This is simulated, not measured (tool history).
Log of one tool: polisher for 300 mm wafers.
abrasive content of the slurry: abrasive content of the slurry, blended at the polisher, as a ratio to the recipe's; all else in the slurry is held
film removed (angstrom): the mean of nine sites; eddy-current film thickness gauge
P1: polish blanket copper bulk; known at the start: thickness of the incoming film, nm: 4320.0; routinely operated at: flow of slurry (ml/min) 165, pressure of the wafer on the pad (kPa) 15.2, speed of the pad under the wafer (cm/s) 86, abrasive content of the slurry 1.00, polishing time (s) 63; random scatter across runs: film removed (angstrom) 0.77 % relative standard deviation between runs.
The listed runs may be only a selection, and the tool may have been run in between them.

run   hour  flow of slurry (ml/min)  pressure of the wafer on the pad (kPa)  speed of the pad under the wafer (cm/s)  abrasive content of the slurry  polishing time (s)  wafers polished on this pad  hours since the slurry nozzle was cleaned  hours since the head pressure was calibrated  hours since the slurry blender was calibrated  film removed (angstrom)
  1   10.2                      165                                    15.2                                       86                            1.00                  63                          479                                      103.9                                         972.2                                           54.7                   3717.1
  2   20.6                      165                                    15.2                                       86                            1.00                  63                          554                                      114.3                                         982.6                                           65.1                   3710.5
  3   33.8                      165                                    15.2                                       86                            1.50                  63                          648                                      127.5                                         995.8                                           78.3                   4100.3
  4   50.6                      225                                    15.2                                       86                            1.00                  63                          769                                      144.3                                        1012.6                                           95.1                   3908.3
  5   64.3                      165                                    15.2                                       86                            1.00                  63                          867                                      158.0                                        1026.3                                          108.8                   3752.1
  6   76.8                      250                                    15.2                                       86                            1.40                  63                          956                                      170.5                                        1038.8                                          121.3                   4278.1
  7   86.2                      100                                    15.2                                       86                            1.00                  63                         1024                                      179.9                                        1048.2                                          130.7                   3328.5
  8   97.7                      165                                    15.2                                       86                            1.00                  63                         1106                                      191.4                                        1059.7                                          142.2                   3719.5
  9  107.6                      165                                    15.2                                       86                            0.65                  63                         1177                                      201.3                                        1069.6                                          152.1                   3426.2
 10  118.3                      165                                    15.2                                       86                            1.00                  44                         1254                                      212.0                                        1080.3                                          162.8                   2648.7
 11  130.5                      165                                    15.2                                      128                            1.00                  63                         1341                                      224.2                                        1092.5                                          175.0                   5559.0
 12  143.0                      165                                    15.2                                       86                            1.00                  63                         1431                                      236.7                                        1105.0                                          187.5                   3729.6
 13  151.5                      165                                    15.2                                       40                            1.00                  63                         1492                                      245.2                                        1113.5                                          196.0                   1741.9
 14  164.7                      165                                     7.6                                       86                            1.00                  63                         1587                                      258.4                                        1126.7                                          209.2                   1842.6
     171.8  -- slurry blender recalibrated
 15  176.4                      165                                    15.2                                       86                            1.00                  97                         1670                                      270.1                                        1138.4                                            4.7                   5772.0
 16  184.1                      165                                    20.7                                       86                            1.00                  63                         1726                                      277.8                                        1146.1                                           12.4                   5057.1
 17  198.2                      165                                    15.2                                      132                            1.40                  63                         1827                                      291.9                                        1160.2                                           26.5                   6170.5
 18  208.7                      165                                    15.2                                       86                            1.00                  63                         1902                                      302.4                                        1170.7                                           37.0                   3759.4
 19  224.2                      165                                    15.2                                       86                            1.00                  63                         2013                                      317.9                                        1186.2                                           52.5                   3573.8
 20  239.4                      165                                    15.2                                       86                            1.00                  63                         2122                                      333.1                                        1201.4                                           67.7                   3504.8
 21  255.6                      165                                    15.2                                       86                            1.00                  63                         2238                                      349.3                                        1217.6                                           83.9                   3454.7
 22  263.4                      165                                    15.2                                       86                            1.00                  63                         2294                                      357.1                                        1225.4                                           91.7                   3404.2
     263.5  -- worn pad replaced by a new one
     274.0  -- slurry blender recalibrated
 23  279.1                      165                                    15.2                                       86                            1.00                  63                          112                                      372.8                                        1241.1                                            5.2                   3444.1
 24  290.3                      165                                    15.2                                       86                            1.00                  63                          192                                      384.0                                        1252.3                                           16.4                   3472.6
 25  305.8                      165                                    15.2                                       86                            1.00                  63                          303                                      399.5                                        1267.8                                           31.9                   3365.2
 26  318.5                      165                                    15.2                                       86                            1.00                  63                          394                                      412.2                                        1280.5                                           44.6                   3436.7

What P1 gives has crept off from where it sat before. The 2 causes that follow fit the log equally well, each at the size noted:
A: slurry flow missing at the pad, % = 38.4
B: head's pressure below its setpoint, % = 9.24
The gradual shift began around hour 208.7.
Each remaining cause and why it is not a fit:
removal rate lost through wear of the pad, %: was serviced at hour 263.5, once the creep was under way, yet the earlier output never came back
abrasive missing from the slurry, %: was serviced at hour 274.0, once the creep was under way, yet the earlier output never came back

Of the 4 check runs below, each run on 2 wafers with the results averaged and each result still a question mark, which one would tell the listed causes apart?
check 1  331.2                      100                                    15.2                                       48                            1.00                  63                                                                                                                                                                                             ?
check 2  331.2                      165                                    18.6                                       86                            0.80                  63                                                                                                                                                                                             ?
check 3  331.2                      165                                    15.2                                       86                            1.40                  63                                                                                                                                                                                             ?
check 4  331.2                      165                                    15.2                                      124                            1.00                  63                                                                                                                                                                                             ?

If the cause were each of the candidates in turn, the checks would give the following:
  check                   result    if A    if B
check 1  film removed (angstrom)  1618.5  1707.9
check 2  film removed (angstrom)  3963.1  3963.6
check 3  film removed (angstrom)  3643.4  3643.9
check 4  film removed (angstrom)  4880.9  4881.6
Smallest distance between any two causes, each pair judged by its most separating result, in per cent: check 1 5.37 %; check 2 0.01 %; check 3 0.01 %; check 4 0.01 %
The causes can be told apart only by check 1. The other checks would give nearly the same results under each of them.

Running check 1 produced the following: film removed (angstrom) 1703.9. Which one of the listed causes fits?

Of the candidate causes, it is B: head's pressure below its setpoint, %.

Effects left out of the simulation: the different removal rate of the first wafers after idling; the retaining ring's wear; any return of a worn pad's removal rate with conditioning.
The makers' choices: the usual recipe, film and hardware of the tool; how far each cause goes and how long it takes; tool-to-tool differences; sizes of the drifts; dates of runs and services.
